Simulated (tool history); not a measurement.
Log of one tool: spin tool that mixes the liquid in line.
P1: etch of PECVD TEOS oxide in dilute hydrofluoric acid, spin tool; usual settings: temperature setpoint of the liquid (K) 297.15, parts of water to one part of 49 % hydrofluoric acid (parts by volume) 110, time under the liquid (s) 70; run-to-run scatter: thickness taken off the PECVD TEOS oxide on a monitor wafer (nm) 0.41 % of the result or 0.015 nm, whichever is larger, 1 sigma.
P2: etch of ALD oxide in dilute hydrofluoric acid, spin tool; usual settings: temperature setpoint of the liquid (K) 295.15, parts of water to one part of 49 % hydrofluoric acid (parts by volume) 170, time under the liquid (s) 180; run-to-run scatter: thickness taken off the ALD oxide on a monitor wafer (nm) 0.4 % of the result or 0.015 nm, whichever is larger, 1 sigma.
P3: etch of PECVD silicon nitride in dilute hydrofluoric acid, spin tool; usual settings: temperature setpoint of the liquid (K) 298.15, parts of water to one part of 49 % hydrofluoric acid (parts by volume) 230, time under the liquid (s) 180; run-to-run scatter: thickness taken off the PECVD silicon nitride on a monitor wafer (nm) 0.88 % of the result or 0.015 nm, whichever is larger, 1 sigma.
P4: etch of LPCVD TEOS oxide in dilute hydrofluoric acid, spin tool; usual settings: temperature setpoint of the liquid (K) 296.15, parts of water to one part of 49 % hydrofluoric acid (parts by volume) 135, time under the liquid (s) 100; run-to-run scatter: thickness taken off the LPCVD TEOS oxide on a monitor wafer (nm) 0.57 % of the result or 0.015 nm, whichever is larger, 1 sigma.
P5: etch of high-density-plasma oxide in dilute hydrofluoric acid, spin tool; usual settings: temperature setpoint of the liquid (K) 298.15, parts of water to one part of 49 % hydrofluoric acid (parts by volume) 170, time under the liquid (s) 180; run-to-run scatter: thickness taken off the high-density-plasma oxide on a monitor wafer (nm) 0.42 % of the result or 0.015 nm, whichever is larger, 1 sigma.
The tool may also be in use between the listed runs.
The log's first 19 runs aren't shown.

run,day,process that ran,temperature setpoint of the liquid (K),parts of water to one part of 49 % hydrofluoric acid (parts by volume),time under the liquid (s),hours since the thermometer was replaced,hours since the hydrofluoric acid flow meter was replaced,thickness taken off the PECVD TEOS oxide on a monitor wafer (nm),thickness taken off the PECVD silicon nitride on a monitor wafer (nm),thickness taken off the ALD oxide on a monitor wafer (nm),thickness taken off the LPCVD TEOS oxide on a monitor wafer (nm),thickness taken off the high-density-plasma oxide on a monitor wafer (nm)
20,7.204,P1,297.15,70,70,299.6,858.2,13.034,,,,
21,7.512,P1,297.15,110,125,307,865.6,14.037,,,,
22,7.742,P2,295.15,170,180,312.5,871.1,,,14.274,,
23,8.133,P4,296.15,135,165,321.9,880.5,,,,45.427,
24,8.458,P4,296.15,135,100,329.7,888.3,,,,27.465,
25,8.933,P1,297.15,110,70,341.1,899.7,8.0048,,,,
26,9.4,P1,290.15,70,70,352.3,910.9,9.723,,,,
27,9.679,P1,301.15,110,70,359,917.6,9.2191,,,,
28,9.975,P2,290.15,170,180,366.1,924.7,,,11.863,,
29,10.412,P1,297.15,155,70,376.6,935.2,5.3524,,,,
30,10.746,P1,297.15,110,70,384.6,943.2,7.9392,,,,
31,10.992,P5,298.15,295,180,390.5,949.1,,,,,2.6796
32,11.446,P3,298.15,230,180,401.4,960,,2.601,,,
33,11.808,P5,298.15,170,85,410.1,968.7,,,,,2.5248
34,12.054,P1,297.15,110,70,416,974.6,7.8794,,,,
35,12.467,P1,297.15,110,70,425.9,984.5,8.1746,,,,
36,12.712,P1,297.15,110,70,431.8,990.4,8.2742,,,,

Run 37 comes next. What will it give?
37,13.133,P1,297.15,110,70,441.9,1000.5,?,,,,

Run 37 gave thickness taken off the PECVD TEOS oxide on a monitor wafer (nm) 8.3951.
